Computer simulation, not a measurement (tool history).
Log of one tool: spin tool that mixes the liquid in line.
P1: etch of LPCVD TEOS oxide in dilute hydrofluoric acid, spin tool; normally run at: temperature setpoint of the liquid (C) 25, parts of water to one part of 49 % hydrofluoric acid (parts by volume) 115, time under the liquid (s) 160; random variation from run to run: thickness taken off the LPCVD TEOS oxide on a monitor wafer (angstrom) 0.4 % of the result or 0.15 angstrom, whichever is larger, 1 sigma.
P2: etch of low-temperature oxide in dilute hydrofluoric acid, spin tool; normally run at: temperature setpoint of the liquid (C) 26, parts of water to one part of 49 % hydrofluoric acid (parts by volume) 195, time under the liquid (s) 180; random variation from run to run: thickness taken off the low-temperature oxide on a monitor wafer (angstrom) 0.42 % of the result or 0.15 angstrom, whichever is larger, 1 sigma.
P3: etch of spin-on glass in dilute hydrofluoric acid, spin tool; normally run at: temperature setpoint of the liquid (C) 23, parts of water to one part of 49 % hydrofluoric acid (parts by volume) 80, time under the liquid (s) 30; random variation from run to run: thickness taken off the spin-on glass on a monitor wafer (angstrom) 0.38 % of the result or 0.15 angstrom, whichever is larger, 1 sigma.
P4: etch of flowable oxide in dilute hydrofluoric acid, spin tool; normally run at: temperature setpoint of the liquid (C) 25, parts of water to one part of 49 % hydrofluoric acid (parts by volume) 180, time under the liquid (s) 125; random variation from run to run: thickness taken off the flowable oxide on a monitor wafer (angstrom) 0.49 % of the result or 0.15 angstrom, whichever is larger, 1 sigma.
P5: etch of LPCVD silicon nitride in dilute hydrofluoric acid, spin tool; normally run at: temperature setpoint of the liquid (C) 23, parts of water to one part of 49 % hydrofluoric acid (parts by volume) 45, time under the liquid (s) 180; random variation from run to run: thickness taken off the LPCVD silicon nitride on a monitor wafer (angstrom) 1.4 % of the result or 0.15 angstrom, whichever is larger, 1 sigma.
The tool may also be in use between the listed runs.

run   hour  process that ran  temperature setpoint of the liquid (C)  parts of water to one part of 49 % hydrofluoric acid (parts by volume)  time under the liquid (s)  thickness taken off the LPCVD TEOS oxide on a monitor wafer (angstrom)  thickness taken off the low-temperature oxide on a monitor wafer (angstrom)  thickness taken off the spin-on glass on a monitor wafer (angstrom)  thickness taken off the flowable oxide on a monitor wafer (angstrom)  thickness taken off the LPCVD silicon nitride on a monitor wafer (angstrom)
  1    6.9                P1                                      25                                                                     115                        160                                                                  348.67
  2   11.3                P2                                      26                                                                     195                        180                                                                                                                                               98.284
  3   17.3                P3                                      23                                                                     130                         30                                                                                                                                                                                                                    97.036
  4   23.1                P4                                      25                                                                     295                        125                                                                                                                                                                                                                                                                                          210.85
  5   27.3                P3                                      29                                                                      80                         30                                                                                                                                                                                                                    211.75
  6   32.6                P1                                      25                                                                     115                        160                                                                  341.86
  7   37.4                P1                                      25                                                                     175                        160                                                                  210.72
  8   41.9                P4                                      25                                                                     180                        125                                                                                                                                                                                                                                                                                           388.2
  9   46.4                P5                                      23                                                                      65                        180                                                                                                                                                                                                                                                                                                                                                                       12.704
 10   50.7                P3                                      23                                                                      80                         30                                                                                                                                                                                                                    168.02
 11   54.7                P4                                      25                                                                     180                         60                                                                                                                                                                                                                                                                                          188.03
 12   61.3                P1                                      25                                                                     115                        265                                                                  571.33
 13   65.4                P1                                      25                                                                     115                         40                                                                  86.514
 14   71.3                P4                                    17.5                                                                     180                        125                                                                                                                                                                                                                                                                                          291.45
 15   74.6                P1                                      25                                                                     115                        160                                                                   345.4
 16   80.9                P5                                    30.5                                                                      45                        180                                                                                                                                                                                                                                                                                                                                                                       29.933
 17   84.8                P3                                      23                                                                      80                         30                                                                                                                                                                                                                    166.31
      88.1  -- hydrofluoric acid flow meter replaced
 18   91.3                P5                                      23                                                                      45                        350                                                                                                                                                                                                                                                                                                                                                                        35.63
 19   94.7                P1                                      25                                                                     115                        160                                                                  343.01
 20   99.2                P1                                    32.5                                                                     200                        160                                                                  234.43
 21  103.5                P2                                      26                                                                     195                        355                                                                                                                                               192.44
 22  106.9                P1                                      25                                                                      25                        245                                                                  2736.7
 23  111.7                P1                                      25                                                                      30                        160                                                                  1475.7
 24    116                P1                                      25                                                                     115                        160                                                                  344.54
 25  119.2                P1                                      32                                                                     115                        160                                                                  449.26
 26  126.5                P5                                      23                                                                      45                        180                                                                                                                                                                                                                                                                                                                                                                       18.583
 27  130.3                P3                                      23                                                                      80                         15                                                                                                                                                                                                                    83.413
 28  137.1                P2                                      26                                                                      45                        180                                                                                                                                               507.93
 29  142.4                P1                                      18                                                                     115                        160                                                                  263.15

Run 30 comes next. What will it give?
 30   147                P1                                      25                                                                     115                        160                                                                       ?

thickness taken off the LPCVD TEOS oxide on a monitor wafer (angstrom): 347.21
